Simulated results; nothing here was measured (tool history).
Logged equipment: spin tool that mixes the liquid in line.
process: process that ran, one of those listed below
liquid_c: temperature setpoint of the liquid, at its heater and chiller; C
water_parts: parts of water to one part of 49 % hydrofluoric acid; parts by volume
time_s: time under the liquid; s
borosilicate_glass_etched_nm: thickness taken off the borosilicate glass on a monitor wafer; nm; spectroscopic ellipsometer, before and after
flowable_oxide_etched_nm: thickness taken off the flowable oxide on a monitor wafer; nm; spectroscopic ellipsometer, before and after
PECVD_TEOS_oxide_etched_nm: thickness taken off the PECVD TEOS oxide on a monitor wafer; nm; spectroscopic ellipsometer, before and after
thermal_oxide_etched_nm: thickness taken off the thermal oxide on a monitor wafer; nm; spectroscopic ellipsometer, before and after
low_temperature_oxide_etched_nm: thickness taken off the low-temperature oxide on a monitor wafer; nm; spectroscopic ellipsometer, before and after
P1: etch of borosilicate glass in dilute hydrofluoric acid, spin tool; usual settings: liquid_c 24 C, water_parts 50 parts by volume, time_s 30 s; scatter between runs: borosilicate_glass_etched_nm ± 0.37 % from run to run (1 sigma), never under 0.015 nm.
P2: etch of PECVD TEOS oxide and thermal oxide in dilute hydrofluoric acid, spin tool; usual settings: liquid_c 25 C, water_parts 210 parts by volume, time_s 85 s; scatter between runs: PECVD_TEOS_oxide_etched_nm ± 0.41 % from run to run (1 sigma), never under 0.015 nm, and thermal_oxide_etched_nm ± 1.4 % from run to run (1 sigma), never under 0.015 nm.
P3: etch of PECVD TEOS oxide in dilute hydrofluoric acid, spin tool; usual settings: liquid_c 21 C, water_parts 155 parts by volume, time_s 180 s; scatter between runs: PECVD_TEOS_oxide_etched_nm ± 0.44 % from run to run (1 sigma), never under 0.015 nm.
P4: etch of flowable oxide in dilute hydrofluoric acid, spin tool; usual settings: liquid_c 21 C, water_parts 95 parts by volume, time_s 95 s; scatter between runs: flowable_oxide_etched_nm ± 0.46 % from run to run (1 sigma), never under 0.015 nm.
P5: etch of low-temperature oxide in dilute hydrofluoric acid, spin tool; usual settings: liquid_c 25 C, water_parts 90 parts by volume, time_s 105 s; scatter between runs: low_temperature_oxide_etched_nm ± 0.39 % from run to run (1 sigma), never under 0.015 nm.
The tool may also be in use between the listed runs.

run	hour	process	liquid_c	water_parts	time_s	hours since the thermometer was replaced	hours since the hydrofluoric acid flow meter was replaced	borosilicate_glass_etched_nm	flowable_oxide_etched_nm	PECVD_TEOS_oxide_etched_nm	thermal_oxide_etched_nm	low_temperature_oxide_etched_nm
1	13.7	P1	24	50	30	559.1	277.4	17.796				
2	21.7	P1	17.5	50	30	567.1	285.4	13.595				
3	30.7	P4	17	95	95	576.1	294.4		30.161			
4	44.5	P2	25	210	85	589.9	308.2			10.386	1.7758	
5	51.3	P4	21	95	95	596.7	315		35.695			
6	64	P2	33	210	85	609.4	327.7			13.774	2.3705	
7	76	P1	24	50	15	621.4	339.7	8.9291				
8	90	P2	25	210	165	635.4	353.7			20.163	3.4575	
9	103.5	P1	24	50	55	648.9	367.2	32.811				
10	117.6	P1	29.5	50	30	663	381.3	22.232				
# hour 125.1: hydrofluoric acid flow meter replaced
11	125.4	P5	25	90	105	670.8	0.3					13.163
12	133.9	P1	24	50	30	679.3	8.8	17.853				
13	148.3	P5	25	90	105	693.7	23.2					13.12
14	162.2	P1	24	50	30	707.6	37.1	17.683				
15	177.6	P3	21	155	90	723	52.5			7.2392		
16	186.5	P3	17	155	180	731.9	61.4			12.242		
17	201	P3	21	155	180	746.4	75.9			14.34		
18	210.9	P1	24	50	30	756.3	85.8	17.738				
19	225.4	P3	21	30	180	770.8	100.3			86.502		
20	240.8	P2	25	60	85	786.2	115.7			43.327	7.1747	
21	253.3	P4	21	95	135	798.7	128.2		51.022			

Run 22 is up next; what results do you expect?
22	267.8	P1	24	25	30	813.2	142.7	?				

Run 22 came out at borosilicate_glass_etched_nm 36.824 nm.
